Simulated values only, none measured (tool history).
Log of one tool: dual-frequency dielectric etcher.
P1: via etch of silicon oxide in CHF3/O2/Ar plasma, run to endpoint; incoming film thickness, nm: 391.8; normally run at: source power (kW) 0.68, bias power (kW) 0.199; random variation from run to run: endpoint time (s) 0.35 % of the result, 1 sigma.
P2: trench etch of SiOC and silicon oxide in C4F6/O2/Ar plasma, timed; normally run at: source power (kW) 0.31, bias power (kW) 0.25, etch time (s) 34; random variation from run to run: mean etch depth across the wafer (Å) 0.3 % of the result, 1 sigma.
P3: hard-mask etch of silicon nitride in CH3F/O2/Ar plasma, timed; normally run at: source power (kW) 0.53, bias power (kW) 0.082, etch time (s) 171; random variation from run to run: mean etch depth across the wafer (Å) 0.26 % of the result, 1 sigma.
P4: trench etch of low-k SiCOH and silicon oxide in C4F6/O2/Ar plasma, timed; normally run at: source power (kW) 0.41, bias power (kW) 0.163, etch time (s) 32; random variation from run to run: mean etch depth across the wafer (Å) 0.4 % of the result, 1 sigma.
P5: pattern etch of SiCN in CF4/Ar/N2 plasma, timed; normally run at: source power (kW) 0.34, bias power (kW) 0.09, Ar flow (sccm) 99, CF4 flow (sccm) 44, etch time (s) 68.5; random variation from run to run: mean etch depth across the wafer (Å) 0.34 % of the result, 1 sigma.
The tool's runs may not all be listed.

run,day,process that ran,source power (kW),bias power (kW),etch time (s),Ar flow (sccm),CF4 flow (sccm),hours since the last wet clean,hours since the last source power generator calibration,hours since the last bias power generator calibration,endpoint time (s),mean etch depth across the wafer (Å)
1,0.354,P1,0.68,0.199,,,,344,1699,1049.4,180.05,
2,0.671,P1,0.86,0.199,,,,351.6,1706.6,1057,165.7,
3,0.983,P1,0.43,0.257,,,,359.1,1714.1,1064.5,196.55,
4,1.517,P1,0.68,0.199,,,,371.9,1726.9,1077.3,180.94,
# day 1.775: source power generator calibrated
5,1.988,P4,0.41,0.163,40.5,,,383.2,5.1,1088.6,,1197.1
6,2.254,P1,0.68,0.15,,,,389.6,11.5,1095,198.24,
7,2.621,P3,0.53,0.082,171,,,398.4,20.3,1103.8,,1389.9
8,2.892,P1,0.68,0.199,,,,404.9,26.8,1110.3,180.75,
9,3.25,P3,0.53,0.056,171,,,413.5,35.4,1118.9,,1225.5
10,3.562,P4,0.41,0.163,32,,,421,42.9,1126.4,,953.69
11,3.846,P1,0.68,0.261,,,,427.8,49.7,1133.2,164.1,
12,4.321,P4,0.41,0.105,32,,,439.2,61.1,1144.6,,835.32
13,4.646,P5,0.34,0.09,46.5,99,44,447,68.9,1152.4,,324.51
14,5.021,P2,0.31,0.25,50.5,,,456,77.9,1161.4,,1022.6
15,5.462,P2,0.31,0.25,34,,,466.6,88.5,1172,,687.83
16,5.862,P4,0.57,0.163,32,,,476.2,98.1,1181.6,,1082.2
17,6.362,P3,0.53,0.082,246.5,,,488.2,110.1,1193.6,,2001.9
18,6.692,P1,0.43,0.199,,,,496.1,118,1201.5,213.92,
19,7.067,P5,0.34,0.09,68.5,131,44,505.1,127,1210.5,,457.31
20,7.358,P2,0.31,0.25,34,,,512.1,134,1217.5,,688.71
21,7.912,P1,0.68,0.199,,,,525.4,147.3,1230.8,179.94,
22,8.442,P5,0.34,0.09,68.5,99,44,538.1,160,1243.5,,477.13
23,8.858,P2,0.31,0.15,34,,,548.1,170,1253.5,,582.09
24,9.2,P4,0.41,0.163,32,,,556.3,178.2,1261.7,,951.99
25,9.625,P1,0.68,0.199,,,,566.5,188.4,1271.9,180.16,
26,10.192,P3,0.71,0.082,171,,,580.1,202,1285.5,,1543.2
27,10.45,P5,0.25,0.09,68.5,99,44,586.3,208.2,1291.7,,364.06
28,10.946,P5,0.34,0.062,68.5,99,44,598.2,220.1,1303.6,,413.58
29,11.496,P5,0.34,0.09,68.5,99,60,611.4,233.3,1316.8,,497.51
30,12.075,P1,0.68,0.199,,,,625.3,247.2,1330.7,180.84,
31,12.612,P2,0.2,0.25,34,,,638.2,260.1,1343.6,,582.64
32,13,P1,0.68,0.199,,,,647.5,269.4,1352.9,181.82,
33,13.304,P1,0.68,0.199,,,,654.8,276.7,1360.2,181.87,
34,13.792,P1,0.68,0.199,,,,666.5,288.4,1371.9,182.61,
35,14.171,P1,0.68,0.199,,,,675.6,297.5,1381,183.12,
36,14.496,P1,0.68,0.199,,,,683.4,305.3,1388.8,183.35,
# day 15.004: wet clean of the chamber
37,15.008,P1,0.68,0.199,,,,0.1,317.6,1401.1,183.37,
38,15.55,P1,0.68,0.199,,,,13.1,330.6,1414.1,183.57,
39,15.85,P1,0.68,0.199,,,,20.3,337.8,1421.3,184.24,
40,16.325,P1,0.68,0.199,,,,31.7,349.2,1432.7,182.51,
41,16.6,P1,0.68,0.199,,,,38.3,355.8,1439.3,184.76,

What P1 gives has crept away from where it was. These 2 causes fit the log equally well, each at the size given:
A: bias power that arrives under what is set, % = 4.98
B: source power that arrives under what is set, % = 4.43
The creep began at about day 13.
Why every other cause is out:
chamber walls in a state that lowers the etch rate, %: serviced at day 15.004, which brought nothing back

4 check runs are offered, each on 2 wafers whose results are averaged, their results left as question marks. Which one tells the causes apart?
check 1,16.875,P5,0.34,0.064,68.5,99,54,,,,,?
check 2,16.875,P3,0.71,0.082,226.5,,,,,,,?
check 3,16.875,P4,0.5,0.105,32,,,,,,,?
check 4,16.875,P2,0.2,0.25,49,,,,,,,?

What each check would give under each cause:
check,result,if A,if B
check 1,mean etch depth across the wafer (Å),423.58,414.64
check 2,mean etch depth across the wafer (Å),2013.4,2013.2
check 3,mean etch depth across the wafer (Å),888.94,884.83
check 4,mean etch depth across the wafer (Å),825.09,825.82
How far apart the two closest causes lie, in the result that separates them most: check 1 2.13 %; check 2 0.01 %; check 3 0.46 %; check 4 0.09 %
Check 1 tells the causes apart: in the others they would give nearly the same result.

Then check 1 was run and gave: mean etch depth across the wafer (Å) 412.2. Which cause is it?

It is B: source power that arrives under what is set, %.
